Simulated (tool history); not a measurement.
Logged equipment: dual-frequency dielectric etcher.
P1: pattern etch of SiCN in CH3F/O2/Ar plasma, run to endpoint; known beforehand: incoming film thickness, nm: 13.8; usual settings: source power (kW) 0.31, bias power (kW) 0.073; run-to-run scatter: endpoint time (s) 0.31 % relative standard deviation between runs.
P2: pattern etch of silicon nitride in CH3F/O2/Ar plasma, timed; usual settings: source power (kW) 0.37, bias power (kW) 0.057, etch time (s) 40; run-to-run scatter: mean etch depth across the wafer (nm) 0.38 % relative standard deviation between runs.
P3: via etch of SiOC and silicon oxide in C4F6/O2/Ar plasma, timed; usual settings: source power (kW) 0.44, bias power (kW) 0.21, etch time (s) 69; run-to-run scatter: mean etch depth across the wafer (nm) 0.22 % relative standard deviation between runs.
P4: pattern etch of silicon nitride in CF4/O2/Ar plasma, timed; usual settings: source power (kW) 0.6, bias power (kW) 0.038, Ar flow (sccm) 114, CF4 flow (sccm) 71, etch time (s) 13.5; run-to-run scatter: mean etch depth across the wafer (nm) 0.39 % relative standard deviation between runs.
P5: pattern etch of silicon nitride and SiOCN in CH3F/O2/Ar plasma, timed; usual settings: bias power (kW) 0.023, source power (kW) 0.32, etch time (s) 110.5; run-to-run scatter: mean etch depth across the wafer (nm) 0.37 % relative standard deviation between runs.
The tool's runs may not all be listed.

run   hour  process that ran  source power (kW)  bias power (kW)  etch time (s)  Ar flow (sccm)  CF4 flow (sccm)  hours since the last wet clean  hours since the last source power generator calibration  hours since the last bias power generator calibration  endpoint time (s)  mean etch depth across the wafer (nm)
  1    8.5                P1               0.31            0.073                                                                           162.5                                                   2966.7                                                 2479.1             40.619
  2   23.4                P1               0.31            0.098                                                                           177.4                                                   2981.6                                                   2494             36.745
  3   37.8                P1               0.42            0.048                                                                           191.8                                                     2996                                                 2508.4             41.849
  4   49.1                P1               0.31            0.073                                                                           203.1                                                   3007.3                                                 2519.7             40.733
  5   64.4                P5               0.32            0.031          110.5                                                            218.4                                                   3022.6                                                   2535                                                     16.06
  6   80.1                P4                0.6            0.038           13.5              74               71                           234.1                                                   3038.3                                                 2550.7                                                    28.086
  7   88.4                P4                0.6            0.038           19.5             114               71                           242.4                                                   3046.6                                                   2559                                                    37.991
  8   99.6                P3               0.44             0.21             38                                                            253.6                                                   3057.8                                                 2570.2                                                    48.685
  9  113.5                P2               0.37            0.057             40                                                            267.5                                                   3071.7                                                 2584.1                                                    25.682
 10  124.1                P4                0.6            0.038           13.5             114               71                           278.1                                                   3082.3                                                 2594.7                                                    26.098
 11  142.3                P1               0.41            0.073                                                                           296.3                                                   3100.5                                                 2612.9             36.565
 12  152.1                P4               0.77            0.038           13.5             114               71                           306.1                                                   3110.3                                                 2622.7                                                    32.677
 13    166                P1               0.31            0.073                                                                             320                                                   3124.2                                                 2636.6             40.709
 14  181.2                P3               0.44            0.127             69                                                            335.2                                                   3139.4                                                 2651.8                                                    75.169
 15  191.2                P2               0.37            0.057           30.5                                                            345.2                                                   3149.4                                                 2661.8                                                    19.679
 16  203.1                P4                0.6            0.025           13.5             114               71                           357.1                                                   3161.3                                                 2673.7                                                    22.739
 17  215.5                P5               0.21            0.023          110.5                                                            369.5                                                   3173.7                                                 2686.1                                                    12.104
 18  224.9                P1               0.31            0.073                                                                           378.9                                                   3183.1                                                 2695.5             40.656
 19  233.2                P3               0.44             0.21             69                                                            387.2                                                   3191.4                                                 2703.8                                                    87.795
 20  242.5                P1               0.31            0.073                                                                           396.5                                                   3200.7                                                 2713.1             40.605
 21  259.9                P1               0.31            0.073                                                                           413.9                                                   3218.1                                                 2730.5             40.566
 22  272.7                P1               0.31            0.058                                                                           426.7                                                   3230.9                                                 2743.3             43.936
 23  290.6                P5               0.32            0.023          136.5                                                            444.6                                                   3248.8                                                 2761.2                                                    17.144
 24  303.6                P2               0.51            0.057             40                                                            457.6                                                   3261.8                                                 2774.2                                                    29.031
 25  317.6                P4                0.6            0.038           13.5             114               87                           471.6                                                   3275.8                                                 2788.2                                                    27.099
 26  333.1                P5               0.32            0.023          110.5                                                            487.1                                                   3291.3                                                 2803.7                                                    13.992
 27  343.5                P1               0.19            0.073                                                                           497.5                                                   3301.7                                                 2814.1              49.07
 28  357.3                P2               0.37            0.074             40                                                            511.3                                                   3315.5                                                 2827.9                                                    28.073
 29  366.4                P3               0.44             0.21             69                                                            520.4                                                   3324.6                                                   2837                                                    87.825
 30  380.1                P5               0.32            0.023          110.5                                                            534.1                                                   3338.3                                                 2850.7                                                        14

For run 31, what comes out?
 31  393.3                P3               0.27             0.21             69                                                            547.3                                                   3351.5                                                 2863.9                                                         ?

mean etch depth across the wafer (nm): 73.05

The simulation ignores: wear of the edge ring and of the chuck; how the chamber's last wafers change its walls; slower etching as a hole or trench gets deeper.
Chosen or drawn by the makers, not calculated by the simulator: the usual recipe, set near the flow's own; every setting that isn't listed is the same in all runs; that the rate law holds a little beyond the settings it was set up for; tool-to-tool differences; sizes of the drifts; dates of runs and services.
